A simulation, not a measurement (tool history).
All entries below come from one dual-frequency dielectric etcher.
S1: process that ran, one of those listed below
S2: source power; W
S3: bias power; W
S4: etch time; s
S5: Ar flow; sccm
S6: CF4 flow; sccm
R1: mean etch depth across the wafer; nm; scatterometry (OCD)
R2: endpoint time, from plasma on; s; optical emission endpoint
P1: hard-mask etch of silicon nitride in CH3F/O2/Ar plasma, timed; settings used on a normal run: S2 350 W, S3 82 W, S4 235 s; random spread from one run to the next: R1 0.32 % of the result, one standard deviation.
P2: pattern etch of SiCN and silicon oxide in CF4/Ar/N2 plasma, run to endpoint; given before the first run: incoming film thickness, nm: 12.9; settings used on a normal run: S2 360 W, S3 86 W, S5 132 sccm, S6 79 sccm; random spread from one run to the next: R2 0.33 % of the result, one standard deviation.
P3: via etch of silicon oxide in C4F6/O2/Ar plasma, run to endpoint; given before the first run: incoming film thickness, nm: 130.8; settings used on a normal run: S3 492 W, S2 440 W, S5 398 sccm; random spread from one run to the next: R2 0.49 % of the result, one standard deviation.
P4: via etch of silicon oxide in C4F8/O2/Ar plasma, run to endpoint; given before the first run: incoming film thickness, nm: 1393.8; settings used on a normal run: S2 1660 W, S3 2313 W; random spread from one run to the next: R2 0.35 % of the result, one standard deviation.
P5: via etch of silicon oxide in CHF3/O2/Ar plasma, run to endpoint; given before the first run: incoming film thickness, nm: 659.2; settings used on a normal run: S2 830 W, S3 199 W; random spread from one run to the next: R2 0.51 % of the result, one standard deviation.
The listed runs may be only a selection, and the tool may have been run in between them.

Run 1, hour 9.4: S1 P1, S2 350 W, S3 82 W, S4 235 s. Result: R1 157.18 nm.
Run 2, hour 20.6: S1 P3, S2 440 W, S3 492 W, S5 398 sccm. Result: R2 29.335 s.
Run 3, hour 31.1: S1 P4, S2 1660 W, S3 2313 W. Result: R2 285.03 s.
Run 4, hour 36.2: S1 P3, S2 440 W, S3 492 W, S5 278 sccm. Result: R2 28.143 s.
Run 5, hour 44.9: S1 P1, S2 350 W, S3 82 W, S4 342 s. Result: R1 229.58 nm.
Run 6, hour 53.5: S1 P1, S2 350 W, S3 54 W, S4 235 s. Result: R1 136.64 nm.
Run 7, hour 60.5: S1 P4, S2 1660 W, S3 2313 W. Result: R2 284.32 s.
Run 8, hour 65.5: S1 P1, S2 350 W, S3 82 W, S4 129 s. Result: R1 86.493 nm.
Run 9, hour 73: S1 P4, S2 1220 W, S3 2313 W. Result: R2 318.26 s.
Run 10, hour 79.6: S1 P2, S2 360 W, S3 115 W, S5 132 sccm, S6 79 sccm. Result: R2 15.518 s.
Run 11, hour 87.1: S1 P5, S2 830 W, S3 199 W. Result: R2 283.71 s.
Run 12, hour 98.5: S1 P1, S2 350 W, S3 82 W, S4 235 s. Result: R1 158.18 nm.
Run 13, hour 106.6: S1 P4, S2 1660 W, S3 3249 W. Result: R2 256.32 s.
At hour 109.6: wet clean of the chamber.
Run 14, hour 112.2: S1 P1, S2 350 W, S3 115 W, S4 235 s. Result: R1 179.14 nm.
Run 15, hour 121.1: S1 P1, S2 350 W, S3 103 W, S4 129 s. Result: R1 94.225 nm.
Run 16, hour 126.1: S1 P5, S2 500 W, S3 199 W. Result: R2 344.12 s.
Run 17, hour 133.8: S1 P5, S2 830 W, S3 279 W. Result: R2 255.1 s.
Run 18, hour 142.1: S1 P1, S2 270 W, S3 82 W, S4 235 s. Result: R1 142.8 nm.
Run 19, hour 153.2: S1 P5, S2 830 W, S3 199 W. Result: R2 288.13 s.
Run 20, hour 162.8: S1 P2, S2 360 W, S3 86 W, S5 132 sccm, S6 112 sccm. Result: R2 16.458 s.
Run 21, hour 170.9: S1 P2, S2 360 W, S3 86 W, S5 161 sccm, S6 79 sccm. Result: R2 17.705 s.
Run 22, hour 178.1: S1 P1, S2 350 W, S3 82 W, S4 235 s. Result: R1 157.39 nm.
Run 23, hour 188: S1 P1, S2 490 W, S3 82 W, S4 235 s. Result: R1 178.61 nm.
Run 24, hour 199.5: S1 P3, S2 440 W, S3 296 W, S5 398 sccm. Result: R2 35.104 s.
Run 25, hour 204.9: S1 P2, S2 360 W, S3 86 W, S5 132 sccm, S6 79 sccm. Result: R2 17.223 s.
Run 26, hour 216.1: S1 P1, S2 350 W, S3 82 W, S4 235 s. Result: R1 158.13 nm.
Run 27, hour 222: S1 P2, S2 430 W, S3 86 W, S5 132 sccm, S6 79 sccm. Result: R2 14.782 s.
Run 28, hour 229.3: S1 P1, S2 350 W, S3 82 W, S4 235 s. Result: R1 158.53 nm.
Run 29, hour 240.1: S1 P3, S2 610 W, S3 492 W, S5 398 sccm. Result: R2 25.58 s.
Run 30, hour 250: S1 P1, S2 430 W, S3 82 W, S4 340 s. Result: R1 245.03 nm.
Run 31, hour 257: S1 P1, S2 350 W, S3 82 W, S4 235 s. Result: R1 158.47 nm.
Run 32, hour 265.1: S1 P1, S2 350 W, S3 82 W, S4 235 s. Result: R1 156.05 nm.
Run 33, hour 270.2: S1 P1, S2 350 W, S3 82 W, S4 235 s. Result: R1 155.45 nm.
At hour 276.4: wet clean of the chamber.
Run 34, hour 278.7: S1 P1, S2 350 W, S3 82 W, S4 235 s. Result: R1 156.71 nm.
Run 35, hour 287.8: S1 P1, S2 350 W, S3 82 W, S4 235 s. Result: R1 155.64 nm.

Run 36 has not been measured yet. What should we expect?
Run 36, hour 298.1: S1 P1, S2 350 W, S3 82 W, S4 235 s. Result: R1 ?.

R1: 155.86 nm

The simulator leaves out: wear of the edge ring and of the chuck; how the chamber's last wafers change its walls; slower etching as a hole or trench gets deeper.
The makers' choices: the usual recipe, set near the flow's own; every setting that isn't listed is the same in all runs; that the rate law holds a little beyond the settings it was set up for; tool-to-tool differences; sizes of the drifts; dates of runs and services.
